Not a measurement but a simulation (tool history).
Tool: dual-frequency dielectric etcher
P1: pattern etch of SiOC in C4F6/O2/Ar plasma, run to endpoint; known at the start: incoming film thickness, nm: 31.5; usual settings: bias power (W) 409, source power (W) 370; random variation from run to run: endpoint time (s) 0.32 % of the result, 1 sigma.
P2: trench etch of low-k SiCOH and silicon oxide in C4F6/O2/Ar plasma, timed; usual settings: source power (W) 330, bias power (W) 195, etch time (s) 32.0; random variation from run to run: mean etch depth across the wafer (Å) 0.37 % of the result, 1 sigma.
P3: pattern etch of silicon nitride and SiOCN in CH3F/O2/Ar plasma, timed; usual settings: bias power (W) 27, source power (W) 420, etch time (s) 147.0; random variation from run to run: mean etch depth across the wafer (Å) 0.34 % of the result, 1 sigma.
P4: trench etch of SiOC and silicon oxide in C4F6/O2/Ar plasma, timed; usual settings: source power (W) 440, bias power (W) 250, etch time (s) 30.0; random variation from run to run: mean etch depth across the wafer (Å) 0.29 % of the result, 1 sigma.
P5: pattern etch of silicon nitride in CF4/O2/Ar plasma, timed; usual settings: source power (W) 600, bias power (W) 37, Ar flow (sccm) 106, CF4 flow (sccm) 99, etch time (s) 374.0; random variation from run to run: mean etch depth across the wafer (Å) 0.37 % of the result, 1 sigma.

run,day,process that ran,bias power (W),source power (W),etch time (s),Ar flow (sccm),CF4 flow (sccm),hours since the last wet clean,hours since the last bias power generator calibration,hours since the last source power generator calibration,endpoint time (s),mean etch depth across the wafer (Å)
1,0.412,P1,409,370,,,,448.7,1524.2,1514.9,11.567,
2,0.846,P3,27,580,147.0,,,459.1,1534.6,1525.3,,239.54
3,1.296,P3,27,420,214.0,,,469.9,1545.4,1536.1,,312.82
4,1.825,P1,409,370,,,,482.6,1558.1,1548.8,11.595,
5,2.362,P2,195,330,47.5,,,495.5,1571.0,1561.7,,1334.20
6,2.900,P5,37,600,374.0,66,99,508.4,1583.9,1574.6,,7801.20
7,3.325,P4,250,440,44.5,,,518.6,1594.1,1584.8,,1013.40
8,3.750,P1,537,370,,,,528.8,1604.3,1595.0,10.460,
9,4.212,P1,409,510,,,,539.9,1615.4,1606.1,10.276,
10,4.604,P5,37,600,205.5,106,99,549.3,1624.8,1615.5,,3991.00
11,4.904,P1,409,370,,,,556.5,1632.0,1622.7,11.638,
12,5.338,P1,409,370,,,,566.9,1642.4,1633.1,11.617,
13,5.588,P4,333,440,30.0,,,572.9,1648.4,1639.1,,755.72
14,6.025,P4,250,440,30.0,,,583.4,1658.9,1649.6,,680.83
15,6.412,P5,37,600,374.0,106,77,592.7,1668.2,1658.9,,7059.50
16,6.825,P1,409,370,,,,602.6,1678.1,1668.8,11.567,
17,7.275,P3,27,420,147.0,,,613.4,1688.9,1679.6,,215.17
18,7.767,P5,52,600,374.0,106,99,625.2,1700.7,1691.4,,8244.10
19,8.283,P2,195,450,32.0,,,637.6,1713.1,1703.8,,1023.10
20,8.612,P4,250,600,30.0,,,645.5,1721.0,1711.7,,767.92
21,9.100,P5,37,380,374.0,106,99,657.2,1732.7,1723.4,,4919.40
22,9.558,P1,409,370,,,,668.2,1743.7,1734.4,11.578,
23,9.938,P2,147,330,32.0,,,677.3,1752.8,1743.5,,829.02
24,10.279,P2,195,330,32.0,,,685.5,1761.0,1751.7,,906.50
25,10.829,P1,315,240,,,,698.7,1774.2,1764.9,14.944,
26,11.079,P5,37,600,374.0,106,99,704.7,1780.2,1770.9,,7359.90
27,11.462,P1,409,370,,,,713.9,1789.4,1780.1,11.674,
28,11.758,P3,27,420,147.0,,,721.0,1796.5,1787.2,,214.83
29,12.079,P1,250,370,,,,728.7,1804.2,1794.9,13.742,
30,12.492,P5,37,600,374.0,106,99,738.6,1814.1,1804.8,,7268.10
31,13.042,P3,37,420,147.0,,,751.8,1827.3,1818.0,,247.33
32,13.462,P1,409,260,,,,761.9,1837.4,1828.1,13.162,
33,13.729,P1,409,370,,,,768.3,1843.8,1834.5,11.607,
34,14.050,P1,409,370,,,,776.0,1851.5,1842.2,11.717,
35,14.579,P1,409,370,,,,788.7,1864.2,1854.9,11.745,
36,14.846,P1,409,370,,,,795.1,1870.6,1861.3,11.721,
37,15.133,P1,409,370,,,,802.0,1877.5,1868.2,11.699,
38,15.504,P1,409,370,,,,810.9,1886.4,1877.1,11.794,
39,15.958,P1,409,370,,,,821.8,1897.3,1888.0,11.757,
40,16.242,P1,409,370,,,,828.6,1904.1,1894.8,11.788,
# day 16.258: wet clean of the chamber
41,16.758,P1,409,370,,,,12.1,1916.5,1907.2,11.776,
42,17.167,P1,409,370,,,,21.9,1926.3,1917.0,11.755,
43,17.700,P1,409,370,,,,34.7,1939.1,1929.8,11.819,

What P1 gives has crept away from where it was. These 2 causes fit the log equally well, each at the size given:
A: source power that arrives under what is set, % = 4.39
B: bias power that arrives under what is set, % = 4.5
The creep began at about day 13.729.
Why every other cause is out:
chamber walls in a state that lowers the etch rate, %: serviced at day 16.258, which brought nothing back

4 check runs are offered, each on 2 wafers whose results are averaged, their results left as question marks. Which one tells the causes apart?
check 1,18.233,P3,27,560,186.5,,,,,,,?
check 2,18.233,P4,305,440,43.5,,,,,,,?
check 3,18.233,P2,157,440,32.0,,,,,,,?
check 4,18.233,P5,46,600,263.5,106,99,,,,,?

What each check would give under each cause:
check,result,if A,if B
check 1,mean etch depth across the wafer (Å),295.58,294.02
check 2,mean etch depth across the wafer (Å),1042.10,1043.10
check 3,mean etch depth across the wafer (Å),927.54,931.02
check 4,mean etch depth across the wafer (Å),5352.20,5473.90
How far apart the two closest causes lie, in the result that separates them most: check 1 0.53 %; check 2 0.1 %; check 3 0.37 %; check 4 2.25 %
Check 4 tells the causes apart: in the others they would give nearly the same result.

Check 4 was then run and gave: mean etch depth across the wafer (Å) 5462.30. Which cause is it?

It is B: bias power that arrives under what is set, %.
